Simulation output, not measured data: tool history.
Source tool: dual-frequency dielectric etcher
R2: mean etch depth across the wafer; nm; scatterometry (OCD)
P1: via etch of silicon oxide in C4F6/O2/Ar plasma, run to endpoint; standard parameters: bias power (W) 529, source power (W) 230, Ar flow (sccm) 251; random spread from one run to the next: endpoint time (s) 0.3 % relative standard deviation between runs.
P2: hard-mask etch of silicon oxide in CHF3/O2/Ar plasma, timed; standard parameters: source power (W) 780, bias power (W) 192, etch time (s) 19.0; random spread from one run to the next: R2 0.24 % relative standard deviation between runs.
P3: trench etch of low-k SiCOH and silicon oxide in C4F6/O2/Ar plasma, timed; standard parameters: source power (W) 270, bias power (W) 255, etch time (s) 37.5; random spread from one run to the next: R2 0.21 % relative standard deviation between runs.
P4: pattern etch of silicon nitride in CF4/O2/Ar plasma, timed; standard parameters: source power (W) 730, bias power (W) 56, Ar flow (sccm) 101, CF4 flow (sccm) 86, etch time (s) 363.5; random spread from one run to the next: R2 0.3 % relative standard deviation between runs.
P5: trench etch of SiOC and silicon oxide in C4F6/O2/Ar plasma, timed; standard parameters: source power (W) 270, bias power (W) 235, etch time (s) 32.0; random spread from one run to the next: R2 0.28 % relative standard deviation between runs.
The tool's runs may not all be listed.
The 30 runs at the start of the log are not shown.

run 31 hour=107.2 | process_that_ran=P3 bias_power_(W)=255 source_power_(W)=180 etch_time_(s)=37.5 | R2=98.220
run 32 hour=110.7 | process_that_ran=P1 bias_power_(W)=529 source_power_(W)=230 Ar_flow_(sccm)=251 | endpoint_time_(s)=50.237
run 33 hour=114.3 | process_that_ran=P4 bias_power_(W)=56 source_power_(W)=730 Ar_flow_(sccm)=101 etch_time_(s)=363.5 CF4_flow_(sccm)=86 | R2=996.330
run 34 hour=119.1 | process_that_ran=P4 bias_power_(W)=56 source_power_(W)=730 Ar_flow_(sccm)=101 etch_time_(s)=363.5 CF4_flow_(sccm)=107 | R2=1024.600
run 35 hour=122.6 | process_that_ran=P1 bias_power_(W)=529 source_power_(W)=230 Ar_flow_(sccm)=251 | endpoint_time_(s)=50.218
run 36 hour=127.2 | process_that_ran=P1 bias_power_(W)=529 source_power_(W)=230 Ar_flow_(sccm)=251 | endpoint_time_(s)=49.971
run 37 hour=132.1 | process_that_ran=P1 bias_power_(W)=529 source_power_(W)=230 Ar_flow_(sccm)=251 | endpoint_time_(s)=49.913
run 38 hour=136.4 | process_that_ran=P1 bias_power_(W)=529 source_power_(W)=230 Ar_flow_(sccm)=251 | endpoint_time_(s)=49.541
-- hour=136.8 Ar flow controller replaced
run 39 hour=141.1 | process_that_ran=P1 bias_power_(W)=529 source_power_(W)=230 Ar_flow_(sccm)=251 | endpoint_time_(s)=49.520
run 40 hour=145.4 | process_that_ran=P1 bias_power_(W)=529 source_power_(W)=230 Ar_flow_(sccm)=251 | endpoint_time_(s)=49.556
-- hour=148.7 wet clean of the chamber
run 41 hour=150.1 | process_that_ran=P1 bias_power_(W)=529 source_power_(W)=230 Ar_flow_(sccm)=251 | endpoint_time_(s)=49.535
run 42 hour=152.6 | process_that_ran=P1 bias_power_(W)=529 source_power_(W)=230 Ar_flow_(sccm)=251 | endpoint_time_(s)=49.376
run 43 hour=156.5 | process_that_ran=P1 bias_power_(W)=529 source_power_(W)=230 Ar_flow_(sccm)=251 | endpoint_time_(s)=49.487

Forecast run 44:
run 44 hour=159.6 | process_that_ran=P1 bias_power_(W)=529 source_power_(W)=230 Ar_flow_(sccm)=251 | endpoint_time_(s)=?

{"run 44": {"endpoint time (s)": 49.485}}

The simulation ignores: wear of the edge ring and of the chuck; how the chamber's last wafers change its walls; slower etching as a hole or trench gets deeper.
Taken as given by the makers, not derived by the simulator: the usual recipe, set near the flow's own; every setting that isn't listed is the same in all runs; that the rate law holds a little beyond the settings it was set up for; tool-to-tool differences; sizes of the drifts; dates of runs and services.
